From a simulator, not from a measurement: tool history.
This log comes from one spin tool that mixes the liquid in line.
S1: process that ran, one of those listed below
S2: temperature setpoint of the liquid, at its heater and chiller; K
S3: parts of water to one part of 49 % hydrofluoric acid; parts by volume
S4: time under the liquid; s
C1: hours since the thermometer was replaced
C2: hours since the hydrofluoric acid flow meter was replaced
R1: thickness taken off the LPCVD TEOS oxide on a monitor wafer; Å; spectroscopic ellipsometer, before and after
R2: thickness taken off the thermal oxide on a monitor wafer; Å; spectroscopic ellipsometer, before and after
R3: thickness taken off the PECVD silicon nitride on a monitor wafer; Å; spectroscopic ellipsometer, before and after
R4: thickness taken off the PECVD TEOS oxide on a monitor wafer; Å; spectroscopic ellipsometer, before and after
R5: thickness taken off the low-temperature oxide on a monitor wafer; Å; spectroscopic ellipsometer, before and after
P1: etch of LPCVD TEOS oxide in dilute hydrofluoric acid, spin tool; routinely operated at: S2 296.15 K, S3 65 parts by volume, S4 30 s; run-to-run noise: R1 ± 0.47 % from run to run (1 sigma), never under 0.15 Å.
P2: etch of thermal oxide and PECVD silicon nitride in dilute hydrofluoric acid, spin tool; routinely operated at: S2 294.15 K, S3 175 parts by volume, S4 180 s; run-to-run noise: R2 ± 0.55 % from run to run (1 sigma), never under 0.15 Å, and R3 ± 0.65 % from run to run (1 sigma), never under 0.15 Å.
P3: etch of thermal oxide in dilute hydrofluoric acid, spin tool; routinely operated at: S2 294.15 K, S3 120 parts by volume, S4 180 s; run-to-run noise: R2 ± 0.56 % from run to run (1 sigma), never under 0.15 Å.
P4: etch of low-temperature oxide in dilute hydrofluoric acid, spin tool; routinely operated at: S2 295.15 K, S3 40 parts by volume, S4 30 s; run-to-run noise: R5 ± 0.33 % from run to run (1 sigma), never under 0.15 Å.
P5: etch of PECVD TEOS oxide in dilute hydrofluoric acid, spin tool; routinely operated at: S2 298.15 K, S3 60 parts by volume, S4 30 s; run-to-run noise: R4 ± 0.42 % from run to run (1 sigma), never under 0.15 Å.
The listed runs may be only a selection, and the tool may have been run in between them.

run	hour	S1	S2	S3	S4	C1	C2	R1	R2	R3	R4	R5
1	6.6	P1	296.15	65	30	789.6	205.1	251.850				
2	20.6	P2	294.15	50	180	803.6	219.1		167.700	134.080		
3	27.4	P5	298.15	60	30	810.4	225.9				82.730	
4	37.0	P3	290.15	120	180	820.0	235.5		53.880			
5	48.5	P1	296.15	25	30	831.5	247.0	690.390				
6	56.8	P1	296.15	90	15	839.8	255.3	88.248				
7	62.9	P5	298.15	60	30	845.9	261.4				82.859	
8	76.0	P4	301.15	40	30	859.0	274.5					177.110
9	82.3	P5	298.15	60	15	865.3	280.8				41.761	
10	90.9	P2	298.65	175	180	873.9	289.4		49.073	52.421		
11	99.5	P1	303.15	65	30	882.5	298.0	332.390				
12	106.1	P1	296.15	65	15	889.1	304.6	126.230				
13	118.8	P3	294.15	120	35	901.8	317.3		12.588			
14	125.4	P1	290.15	65	30	908.4	323.9	195.910				
# hour 126.5: hydrofluoric acid flow meter replaced
15	133.7	P1	296.15	65	30	916.7	7.3	251.440				
# hour 137.6: thermometer replaced
16	145.0	P2	294.15	175	65	7.4	18.6		14.797	14.065		
17	157.2	P1	296.15	65	60	19.6	30.8	502.080				
18	166.8	P1	296.15	100	30	29.2	40.4	156.350				
19	175.3	P2	294.15	175	180	37.7	48.9		41.282	39.400		
20	182.0	P3	294.15	25	180	44.4	55.6		342.910			
21	188.7	P5	298.15	100	30	51.1	62.3				48.016	
22	195.4	P1	296.15	65	30	57.8	69.0	251.340				
23	208.7	P5	290.65	60	30	71.1	82.3				60.598	
24	222.4	P2	294.15	175	180	84.8	96.0		41.515	39.260		
25	232.0	P4	295.15	40	45	94.4	105.6					207.410
26	240.1	P1	296.15	65	30	102.5	113.7	252.680				
27	252.0	P1	296.15	65	30	114.4	125.6	251.440				
28	264.7	P4	295.15	40	30	127.1	138.3					138.290
29	274.9	P4	295.15	60	30	137.3	148.5					89.865
30	286.3	P1	296.15	45	60	148.7	159.9	751.380				
31	295.8	P4	295.15	40	30	158.2	169.4					137.820
32	308.0	P3	294.15	120	180	170.4	181.6		62.521			
33	318.1	P1	296.15	65	30	180.5	191.7	251.000				
34	327.5	P1	296.15	65	30	189.9	201.1	252.740				
35	340.9	P3	294.15	120	180	203.3	214.5		63.434			
36	353.5	P1	296.15	65	30	215.9	227.1	251.960				
37	363.6	P1	296.15	65	30	226.0	237.2	245.380				
38	371.5	P1	296.15	65	30	233.9	245.1	243.820				
39	382.2	P1	296.15	65	30	244.6	255.8	240.330				
40	394.3	P1	296.15	65	30	256.7	267.9	239.030				
41	401.5	P1	296.15	65	30	263.9	275.1	236.140				
42	411.4	P1	296.15	65	30	273.8	285.0	236.790				
43	418.3	P1	296.15	65	30	280.7	291.9	240.150				
44	431.6	P1	296.15	65	30	294.0	305.2	238.040				

P1 no longer gives what it gave before; its output has crept away from where it was. The following 2 causes, each at its listed size, fit the log equally well:
A: hydrofluoric acid flow below the setpoint (%) = 5.3
B: liquid colder than its thermometer reads (K) = 1.44
The process output started creeping at around hour 353.5.

Which of the check runs below tells the causes apart, meaning the causes would give it clearly different results? Each run uses 2 wafers whose results are averaged, and each result is shown as a question mark.
check 1	444.9	P2	294.15	175	180				?	?		
check 2	444.9	P3	294.15	120	180				?			
check 3	444.9	P5	298.15	60	30						?	
check 4	444.9	P4	295.15	40	30							?

Expected result of each check under each candidate cause:
check	result	if A	if B
check 1	R2	38.839	39.159
check 1	R3	37.253	35.723
check 2	R2	59.805	60.025
check 3	R4	78.627	78.652
check 4	R5	130.540	130.060
Gap, in per cent, between the two causes that each check separates least, read from the result that separates them most: check 1 4.19 %; check 2 0.37 %; check 3 0.03 %; check 4 0.37 %
Check 1 distinguishes between the causes, while the remaining checks would return nearly the same result for all of them.

With check 1 done, the readings were: R2 39.133 Å; R3 35.240 Å. Identify which of the listed causes applies.

B is the cause: liquid colder than its thermometer reads (K).
